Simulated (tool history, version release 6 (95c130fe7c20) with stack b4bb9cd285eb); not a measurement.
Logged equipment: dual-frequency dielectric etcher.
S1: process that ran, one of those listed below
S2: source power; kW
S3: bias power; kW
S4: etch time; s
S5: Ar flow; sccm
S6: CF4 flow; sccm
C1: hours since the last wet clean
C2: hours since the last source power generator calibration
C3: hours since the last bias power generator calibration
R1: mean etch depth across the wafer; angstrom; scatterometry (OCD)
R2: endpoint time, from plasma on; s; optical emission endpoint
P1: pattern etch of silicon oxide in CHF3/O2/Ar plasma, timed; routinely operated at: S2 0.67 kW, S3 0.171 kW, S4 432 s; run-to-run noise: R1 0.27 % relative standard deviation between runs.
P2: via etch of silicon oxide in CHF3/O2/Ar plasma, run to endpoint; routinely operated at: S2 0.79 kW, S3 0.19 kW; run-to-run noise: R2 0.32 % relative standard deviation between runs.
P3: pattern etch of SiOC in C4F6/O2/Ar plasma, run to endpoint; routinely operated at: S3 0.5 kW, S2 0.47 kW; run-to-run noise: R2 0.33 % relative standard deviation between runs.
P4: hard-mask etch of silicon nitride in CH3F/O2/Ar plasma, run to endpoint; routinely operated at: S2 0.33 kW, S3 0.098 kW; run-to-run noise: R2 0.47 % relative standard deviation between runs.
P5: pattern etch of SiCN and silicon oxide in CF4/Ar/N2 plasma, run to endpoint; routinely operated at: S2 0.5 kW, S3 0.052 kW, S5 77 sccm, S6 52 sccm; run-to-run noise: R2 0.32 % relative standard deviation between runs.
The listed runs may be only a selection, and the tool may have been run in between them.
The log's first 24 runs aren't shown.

run 25 hour=130.5 | S1=P2 S2=0.65 S3=0.19 | C1=49.5 C2=1542 C3=747.6 | R2=229.07
run 26 hour=133.9 | S1=P1 S2=0.44 S3=0.171 S4=432 | C1=52.9 C2=1545.4 C3=751 | R1=7326.2
run 27 hour=139 | S1=P1 S2=0.67 S3=0.171 S4=432 | C1=58 C2=1550.5 C3=756.1 | R1=8627
run 28 hour=143.7 | S1=P2 S2=0.79 S3=0.19 | C1=62.7 C2=1555.2 C3=760.8 | R2=211.88
run 29 hour=148.6 | S1=P1 S2=0.87 S3=0.238 S4=432 | C1=67.6 C2=1560.1 C3=765.7 | R1=10650
run 30 hour=151.9 | S1=P1 S2=0.67 S3=0.225 S4=432 | C1=70.9 C2=1563.4 C3=769 | R1=9420.6
run 31 hour=155.2 | S1=P1 S2=0.67 S3=0.171 S4=432 | C1=74.2 C2=1566.7 C3=772.3 | R1=8586
run 32 hour=159.6 | S1=P1 S2=0.67 S3=0.171 S4=432 | C1=78.6 C2=1571.1 C3=776.7 | R1=8616.2
run 33 hour=164.9 | S1=P1 S2=0.67 S3=0.171 S4=432 | C1=83.9 C2=1576.4 C3=782 | R1=8683.2
run 34 hour=170.6 | S1=P1 S2=0.67 S3=0.171 S4=432 | C1=89.6 C2=1582.1 C3=787.7 | R1=8743.4

For run 35, what comes out?
run 35 hour=175.6 | S1=P1 S2=0.67 S3=0.171 S4=432 | C1=94.6 C2=1587.1 C3=792.7 | R1=?

R1: 8762 angstrom
